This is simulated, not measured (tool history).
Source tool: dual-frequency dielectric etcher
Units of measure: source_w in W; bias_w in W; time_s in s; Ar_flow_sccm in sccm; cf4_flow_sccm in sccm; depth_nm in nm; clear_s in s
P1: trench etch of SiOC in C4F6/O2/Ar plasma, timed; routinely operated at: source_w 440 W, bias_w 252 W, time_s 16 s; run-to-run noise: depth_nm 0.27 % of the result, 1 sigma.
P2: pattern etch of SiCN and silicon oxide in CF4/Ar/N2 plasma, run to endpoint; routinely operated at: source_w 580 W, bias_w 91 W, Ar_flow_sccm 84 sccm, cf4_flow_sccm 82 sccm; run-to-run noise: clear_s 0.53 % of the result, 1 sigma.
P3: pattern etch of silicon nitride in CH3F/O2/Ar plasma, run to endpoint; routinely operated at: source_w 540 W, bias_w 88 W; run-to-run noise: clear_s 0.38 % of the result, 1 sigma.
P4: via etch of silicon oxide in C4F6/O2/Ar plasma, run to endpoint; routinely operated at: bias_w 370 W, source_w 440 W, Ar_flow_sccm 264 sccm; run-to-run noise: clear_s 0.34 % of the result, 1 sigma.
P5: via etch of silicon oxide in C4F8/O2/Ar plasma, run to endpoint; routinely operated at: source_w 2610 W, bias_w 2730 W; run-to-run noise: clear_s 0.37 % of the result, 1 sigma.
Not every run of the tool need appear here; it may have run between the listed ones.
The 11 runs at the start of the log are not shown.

run,day,process,source_w,bias_w,time_s,Ar_flow_sccm,cf4_flow_sccm,depth_nm,clear_s
12,3.700,P2,780,91,,84,82,,11.076
13,4.096,P1,440,155,16,,,33.100,
14,4.354,P4,610,370,,264,,,18.273
15,4.708,P1,350,252,16,,,35.446,
16,5.029,P3,430,88,,,,,39.949
17,5.450,P3,540,88,,,,,36.539
18,5.729,P2,580,113,,84,82,,13.446
19,6.067,P4,440,370,,356,,,21.387

What will run 20 give?
20,6.325,P1,440,252,11,,,?,

Run 20 produced depth_nm 26.644 nm.

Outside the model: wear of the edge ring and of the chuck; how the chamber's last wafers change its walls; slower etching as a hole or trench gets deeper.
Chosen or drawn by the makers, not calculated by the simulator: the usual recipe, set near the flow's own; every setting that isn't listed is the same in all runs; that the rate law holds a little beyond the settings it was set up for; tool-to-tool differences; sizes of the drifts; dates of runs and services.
